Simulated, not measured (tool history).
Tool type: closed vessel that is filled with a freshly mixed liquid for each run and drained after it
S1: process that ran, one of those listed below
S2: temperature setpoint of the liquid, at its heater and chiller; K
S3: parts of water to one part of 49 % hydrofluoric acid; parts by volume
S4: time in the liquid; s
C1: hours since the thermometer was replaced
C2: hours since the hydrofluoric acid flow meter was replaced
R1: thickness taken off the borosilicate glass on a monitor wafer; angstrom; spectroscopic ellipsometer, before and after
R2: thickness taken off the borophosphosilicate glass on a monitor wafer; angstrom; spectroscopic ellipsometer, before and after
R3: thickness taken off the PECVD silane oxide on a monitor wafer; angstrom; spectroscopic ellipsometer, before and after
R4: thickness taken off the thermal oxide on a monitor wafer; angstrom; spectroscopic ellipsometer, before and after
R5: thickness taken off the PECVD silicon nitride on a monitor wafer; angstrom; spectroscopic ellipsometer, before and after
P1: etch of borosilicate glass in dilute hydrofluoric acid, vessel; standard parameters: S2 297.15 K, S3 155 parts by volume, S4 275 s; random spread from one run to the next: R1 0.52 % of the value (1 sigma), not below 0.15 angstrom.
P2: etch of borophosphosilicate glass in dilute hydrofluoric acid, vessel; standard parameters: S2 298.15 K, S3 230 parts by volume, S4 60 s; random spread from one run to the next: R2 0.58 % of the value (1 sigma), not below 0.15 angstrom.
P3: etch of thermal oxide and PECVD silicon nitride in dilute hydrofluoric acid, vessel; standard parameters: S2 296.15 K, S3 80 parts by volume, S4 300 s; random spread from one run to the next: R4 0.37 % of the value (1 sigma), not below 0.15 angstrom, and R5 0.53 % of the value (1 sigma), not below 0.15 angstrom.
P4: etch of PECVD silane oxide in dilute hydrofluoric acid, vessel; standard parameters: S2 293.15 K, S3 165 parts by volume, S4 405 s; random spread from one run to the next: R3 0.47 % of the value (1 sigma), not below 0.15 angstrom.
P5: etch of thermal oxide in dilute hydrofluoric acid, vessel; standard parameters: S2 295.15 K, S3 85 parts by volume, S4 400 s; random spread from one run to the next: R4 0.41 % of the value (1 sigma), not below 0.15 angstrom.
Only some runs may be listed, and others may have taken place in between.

run   hour  S1      S2   S3   S4     C1     C2       R1       R2      R3      R4       R5
  1    6.7  P1  297.15  155  275  231.9  154.2  390.600
  2   11.9  P2  298.15  230   60  237.1  159.4            60.722
  3   18.3  P4  293.15  165  405  243.5  165.8                    294.39
  4   26.0  P1  304.15  155  275  251.2  173.5  501.920
  5   33.8  P4  290.15  165  405  259.0  181.3                    263.01
  6   39.5  P1  297.15  250  410  264.7  187.0  326.000
  7   43.6  P5  295.15   40  400  268.8  191.1                            472.85
  8   47.6  P5  295.15   85  765  272.8  195.1                            406.77
  9   55.6  P5  300.15   85  400  280.8  203.1                            257.38
 10   61.3  P1  297.15  155  275  286.5  208.8  392.780
 11   67.4  P1  297.15  280  275  292.6  214.9  189.030
 12   74.3  P1  297.15  265   60  299.5  221.8   44.361
 13   79.7  P1  290.15  155  275  304.9  227.2  295.510
 14   85.4  P3  296.15   80  300  310.6  232.9                            176.58  141.690
 15   90.1  P4  293.15   70  405  315.3  237.6                    768.00
 16   95.0  P5  295.15   85  400  320.2  242.5                            211.03
 17   99.3  P3  290.15   80  300  324.5  246.8                            138.94   93.522
 18  104.7  P1  297.15  155  275  329.9  252.2  391.370
 19  110.4  P1  297.15  155  275  335.6  257.9  390.210
 20  116.3  P1  297.15  155  275  341.5  263.8  391.020
 21  122.8  P2  298.15   55   60  348.0  270.3           309.560
 22  127.5  P4  293.15  165  800  352.7  275.0                    580.10
 23  133.7  P1  297.15  265   35  358.9  281.2   25.990
 24  137.6  P1  297.15   75  275  362.8  285.1  879.300
 25  144.8  P1  297.15  155   50  370.0  292.3   71.397
     146.3  -- thermometer replaced
 26  149.0  P1  297.15  155  440    2.8  296.5  626.070
 27  154.7  P3  296.15   80  300    8.5  302.2                            177.94  140.570
 28  158.7  P2  306.15  230   60   12.5  306.2            80.016
 29  166.2  P2  298.15  230   90   20.0  313.7            90.955
 30  169.7  P3  296.15   80  505   23.5  317.2                            297.33  237.010
 31  174.8  P3  296.15  140  300   28.6  322.3                             94.42   81.315
 32  181.6  P1  297.15  155  275   35.4  329.1  390.700
 33  187.3  P1  297.15  155  275   41.1  334.8  394.060
 34  194.0  P1  297.15  155  275   47.8  341.5  401.000
 35  197.8  P1  297.15  155  275   51.6  345.3  406.840
 36  204.9  P1  297.15  155  275   58.7  352.4  408.590
 37  209.3  P1  297.15  155  275   63.1  356.8  406.670

What will run 38 give?
 38  217.3  P1  297.15  155  275  71.1  364.8   ?

R1: 410.950 angstrom
